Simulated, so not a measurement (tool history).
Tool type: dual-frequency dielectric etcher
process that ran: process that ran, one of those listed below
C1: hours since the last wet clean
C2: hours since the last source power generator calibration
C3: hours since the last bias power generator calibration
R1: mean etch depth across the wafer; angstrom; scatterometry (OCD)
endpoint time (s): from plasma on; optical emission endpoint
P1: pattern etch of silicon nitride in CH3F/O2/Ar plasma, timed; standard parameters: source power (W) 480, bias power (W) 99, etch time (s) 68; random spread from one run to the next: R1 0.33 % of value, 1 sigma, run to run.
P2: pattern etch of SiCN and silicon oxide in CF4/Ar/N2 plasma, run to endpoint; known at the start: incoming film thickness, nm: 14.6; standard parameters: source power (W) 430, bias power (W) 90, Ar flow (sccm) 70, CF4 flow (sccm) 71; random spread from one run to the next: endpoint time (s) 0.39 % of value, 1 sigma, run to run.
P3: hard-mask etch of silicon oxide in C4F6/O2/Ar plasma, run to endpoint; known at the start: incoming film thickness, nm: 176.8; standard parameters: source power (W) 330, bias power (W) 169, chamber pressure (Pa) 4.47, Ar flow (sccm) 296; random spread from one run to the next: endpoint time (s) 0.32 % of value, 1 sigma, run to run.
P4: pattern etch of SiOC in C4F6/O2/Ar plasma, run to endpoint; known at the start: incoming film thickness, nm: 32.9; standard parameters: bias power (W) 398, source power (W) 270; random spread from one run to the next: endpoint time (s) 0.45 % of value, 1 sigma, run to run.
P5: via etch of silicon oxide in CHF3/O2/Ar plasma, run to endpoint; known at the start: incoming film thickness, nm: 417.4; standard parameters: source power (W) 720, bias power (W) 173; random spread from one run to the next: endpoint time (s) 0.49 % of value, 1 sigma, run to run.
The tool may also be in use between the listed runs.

{"run": 1, "hour": 10.5, "process that ran": "P1", "source power (W)": 480, "bias power (W)": 99, "etch time (s)": 68, "C1": 343.4, "C2": 1140.6, "C3": 2998.8, "R1": 557.3}
{"run": 2, "hour": 20.5, "process that ran": "P2", "source power (W)": 430, "bias power (W)": 54, "Ar flow (sccm)": 70, "CF4 flow (sccm)": 71, "C1": 353.4, "C2": 1150.6, "C3": 3008.8, "endpoint time (s)": 18.435}
{"run": 3, "hour": 25.2, "process that ran": "P1", "source power (W)": 480, "bias power (W)": 99, "etch time (s)": 44.5, "C1": 358.1, "C2": 1155.3, "C3": 3013.5, "R1": 364.15}
{"run": 4, "hour": 35.7, "process that ran": "P3", "source power (W)": 330, "bias power (W)": 112, "Ar flow (sccm)": 296, "chamber pressure (Pa)": 4.47, "C1": 368.6, "C2": 1165.8, "C3": 3024, "endpoint time (s)": 69.519}
{"run": 5, "hour": 43.9, "process that ran": "P4", "source power (W)": 330, "bias power (W)": 398, "C1": 376.8, "C2": 1174, "C3": 3032.2, "endpoint time (s)": 12.8}
{"run": 6, "hour": 54.2, "process that ran": "P1", "source power (W)": 560, "bias power (W)": 99, "etch time (s)": 37.5, "C1": 387.1, "C2": 1184.3, "C3": 3042.5, "R1": 326.23}
{"run": 7, "hour": 64.4, "process that ran": "P1", "source power (W)": 350, "bias power (W)": 99, "etch time (s)": 68, "C1": 397.3, "C2": 1194.5, "C3": 3052.7, "R1": 498.05}
{"run": 8, "hour": 71.8, "process that ran": "P1", "source power (W)": 480, "bias power (W)": 99, "etch time (s)": 68, "C1": 404.7, "C2": 1201.9, "C3": 3060.1, "R1": 556.14}
{"run": 9, "hour": 80.4, "process that ran": "P4", "source power (W)": 270, "bias power (W)": 398, "C1": 413.3, "C2": 1210.5, "C3": 3068.7, "endpoint time (s)": 13.814}
{"run": 10, "hour": 90.3, "process that ran": "P1", "source power (W)": 480, "bias power (W)": 99, "etch time (s)": 68, "C1": 423.2, "C2": 1220.4, "C3": 3078.6, "R1": 561.82}
{"run": 11, "hour": 98.5, "process that ran": "P5", "source power (W)": 720, "bias power (W)": 173, "C1": 431.4, "C2": 1228.6, "C3": 3086.8, "endpoint time (s)": 196.71}
{"run": 12, "hour": 106.3, "process that ran": "P4", "source power (W)": 270, "bias power (W)": 398, "C1": 439.2, "C2": 1236.4, "C3": 3094.6, "endpoint time (s)": 13.818}
{"run": 13, "hour": 113.5, "process that ran": "P5", "source power (W)": 720, "bias power (W)": 173, "C1": 446.4, "C2": 1243.6, "C3": 3101.8, "endpoint time (s)": 194.41}
{"run": 14, "hour": 122.4, "process that ran": "P1", "source power (W)": 480, "bias power (W)": 99, "etch time (s)": 99, "C1": 455.3, "C2": 1252.5, "C3": 3110.7, "R1": 816.65}
{"run": 15, "hour": 129.2, "process that ran": "P5", "source power (W)": 720, "bias power (W)": 131, "C1": 462.1, "C2": 1259.3, "C3": 3117.5, "endpoint time (s)": 215.46}
{"run": 16, "hour": 138.8, "process that ran": "P1", "source power (W)": 480, "bias power (W)": 119, "etch time (s)": 90.5, "C1": 471.7, "C2": 1268.9, "C3": 3127.1, "R1": 792.28}
{"run": 17, "hour": 144.3, "process that ran": "P1", "source power (W)": 480, "bias power (W)": 79, "etch time (s)": 68, "C1": 477.2, "C2": 1274.4, "C3": 3132.6, "R1": 515}
{"run": 18, "hour": 153.5, "process that ran": "P3", "source power (W)": 330, "bias power (W)": 169, "Ar flow (sccm)": 296, "chamber pressure (Pa)": 3.53, "C1": 486.4, "C2": 1283.6, "C3": 3141.8, "endpoint time (s)": 59.51}
{"run": 19, "hour": 160.3, "process that ran": "P1", "source power (W)": 480, "bias power (W)": 99, "etch time (s)": 68, "C1": 493.2, "C2": 1290.4, "C3": 3148.6, "R1": 558.26}
{"run": 20, "hour": 170.3, "process that ran": "P1", "source power (W)": 590, "bias power (W)": 99, "etch time (s)": 68, "C1": 503.2, "C2": 1300.4, "C3": 3158.6, "R1": 604.36}
{"run": 21, "hour": 180.9, "process that ran": "P4", "source power (W)": 270, "bias power (W)": 505, "C1": 513.8, "C2": 1311, "C3": 3169.2, "endpoint time (s)": 12.637}
{"run": 22, "hour": 188.1, "process that ran": "P2", "source power (W)": 430, "bias power (W)": 90, "Ar flow (sccm)": 44, "CF4 flow (sccm)": 71, "C1": 521, "C2": 1318.2, "C3": 3176.4, "endpoint time (s)": 14.935}
{"run": 23, "hour": 196.9, "process that ran": "P3", "source power (W)": 330, "bias power (W)": 169, "Ar flow (sccm)": 296, "chamber pressure (Pa)": 4.47, "C1": 529.8, "C2": 1327, "C3": 3185.2, "endpoint time (s)": 61.855}
{"run": 24, "hour": 204.2, "process that ran": "P1", "source power (W)": 480, "bias power (W)": 99, "etch time (s)": 68, "C1": 537.1, "C2": 1334.3, "C3": 3192.5, "R1": 555.51}
{"run": 25, "hour": 210.3, "process that ran": "P2", "source power (W)": 430, "bias power (W)": 90, "Ar flow (sccm)": 70, "CF4 flow (sccm)": 93, "C1": 543.2, "C2": 1340.4, "C3": 3198.6, "endpoint time (s)": 15.12}
{"run": 26, "hour": 218.5, "process that ran": "P3", "source power (W)": 330, "bias power (W)": 169, "Ar flow (sccm)": 296, "chamber pressure (Pa)": 4.47, "C1": 551.4, "C2": 1348.6, "C3": 3206.8, "endpoint time (s)": 61.571}
{"run": 27, "hour": 224.3, "process that ran": "P1", "source power (W)": 480, "bias power (W)": 119, "etch time (s)": 68, "C1": 557.2, "C2": 1354.4, "C3": 3212.6, "R1": 595.67}
{"run": 28, "hour": 233.7, "process that ran": "P2", "source power (W)": 430, "bias power (W)": 90, "Ar flow (sccm)": 70, "CF4 flow (sccm)": 71, "C1": 566.6, "C2": 1363.8, "C3": 3222, "endpoint time (s)": 15.772}
{"run": 29, "hour": 238.6, "process that ran": "P5", "source power (W)": 490, "bias power (W)": 173, "C1": 571.5, "C2": 1368.7, "C3": 3226.9, "endpoint time (s)": 225.32}
{"run": 30, "hour": 245.2, "process that ran": "P2", "source power (W)": 270, "bias power (W)": 90, "Ar flow (sccm)": 70, "CF4 flow (sccm)": 71, "C1": 578.1, "C2": 1375.3, "C3": 3233.5, "endpoint time (s)": 23.608}
{"run": 31, "hour": 254.5, "process that ran": "P3", "source power (W)": 330, "bias power (W)": 169, "Ar flow (sccm)": 236, "chamber pressure (Pa)": 4.47, "C1": 587.4, "C2": 1384.6, "C3": 3242.8, "endpoint time (s)": 60.09}
{"run": 32, "hour": 261.1, "process that ran": "P1", "source power (W)": 620, "bias power (W)": 99, "etch time (s)": 41.5, "C1": 594, "C2": 1391.2, "C3": 3249.4, "R1": 374.86}
{"run": 33, "hour": 269.4, "process that ran": "P1", "source power (W)": 480, "bias power (W)": 99, "etch time (s)": 68, "C1": 602.3, "C2": 1399.5, "C3": 3257.7, "R1": 556.23}
{"run": 34, "hour": 276.3, "process that ran": "P3", "source power (W)": 410, "bias power (W)": 169, "Ar flow (sccm)": 296, "chamber pressure (Pa)": 4.47, "C1": 609.2, "C2": 1406.4, "C3": 3264.6, "endpoint time (s)": 56.411}
{"run": 35, "hour": 281.0, "process that ran": "P1", "source power (W)": 480, "bias power (W)": 99, "etch time (s)": 68, "C1": 613.9, "C2": 1411.1, "C3": 3269.3, "R1": 556.87}
{"run": 36, "hour": 290.0, "process that ran": "P1", "source power (W)": 480, "bias power (W)": 99, "etch time (s)": 68, "C1": 622.9, "C2": 1420.1, "C3": 3278.3, "R1": 553.31}
{"run": 37, "hour": 295.7, "process that ran": "P1", "source power (W)": 480, "bias power (W)": 99, "etch time (s)": 68, "C1": 628.6, "C2": 1425.8, "C3": 3284, "R1": 551.13}
{"run": 38, "hour": 304.4, "process that ran": "P1", "source power (W)": 480, "bias power (W)": 99, "etch time (s)": 68, "C1": 637.3, "C2": 1434.5, "C3": 3292.7, "R1": 547.04}
{"hour": 307.7, "done": "wet clean of the chamber"}
{"run": 39, "hour": 313.1, "process that ran": "P1", "source power (W)": 480, "bias power (W)": 99, "etch time (s)": 68, "C1": 5.4, "C2": 1443.2, "C3": 3301.4, "R1": 549.3}
{"run": 40, "hour": 321.8, "process that ran": "P1", "source power (W)": 480, "bias power (W)": 99, "etch time (s)": 68, "C1": 14.1, "C2": 1451.9, "C3": 3310.1, "R1": 549.08}
{"run": 41, "hour": 328.8, "process that ran": "P1", "source power (W)": 480, "bias power (W)": 99, "etch time (s)": 68, "C1": 21.1, "C2": 1458.9, "C3": 3317.1, "R1": 545.71}
{"run": 42, "hour": 334.3, "process that ran": "P1", "source power (W)": 480, "bias power (W)": 99, "etch time (s)": 68, "C1": 26.6, "C2": 1464.4, "C3": 3322.6, "R1": 546.4}

The log shows P1 creeping away from where it was. Any of the 2 causes listed here, at the size stated for it, fits the log just as well as the others:
A: source power that arrives under what is set, % = 4.34
B: bias power that arrives under what is set, % = 4.5
Creep in the process output first set in at about hour 281.
The rest of the possible causes, and what rules out each one:
chamber walls in a state that lowers the etch rate, %: serviced at hour 307.7, after the drift had started, without restoring the earlier output

Of the 4 check runs below, each run on 2 wafers with the results averaged and each result still a question mark, which one would tell the listed causes apart?
{"run": "check 1", "hour": 339.8, "process that ran": "P2", "source power (W)": 430, "bias power (W)": 90, "Ar flow (sccm)": 53, "CF4 flow (sccm)": 86, "endpoint time (s)": "?"}
{"run": "check 2", "hour": 339.8, "process that ran": "P5", "source power (W)": 500, "bias power (W)": 173, "endpoint time (s)": "?"}
{"run": "check 3", "hour": 339.8, "process that ran": "P4", "source power (W)": 270, "bias power (W)": 478, "endpoint time (s)": "?"}
{"run": "check 4", "hour": 339.8, "process that ran": "P3", "source power (W)": 330, "bias power (W)": 118, "Ar flow (sccm)": 296, "chamber pressure (Pa)": 4.47, "endpoint time (s)": "?"}

Outcome of each check run for each possible cause:
check=check_1 result=endpoint_time_(s) if_A=15.46 if_B=15.082
check=check_2 result=endpoint_time_(s) if_A=228.47 if_B=228.14
check=check_3 result=endpoint_time_(s) if_A=13.11 if_B=13.124
check=check_4 result=endpoint_time_(s) if_A=69.832 if_B=69.528
Minimum pairwise separation of causes per check, each pair taken at its best-separating result: check 1 2.48 %; check 2 0.15 %; check 3 0.11 %; check 4 0.44 %
Only in check 1 would the causes give clearly different results; in the remaining checks their results would be nearly the same.

The results of check 1 are: endpoint time (s) 15.054. Based on these, which of the listed causes is it?

The cause is B: bias power that arrives under what is set, %.
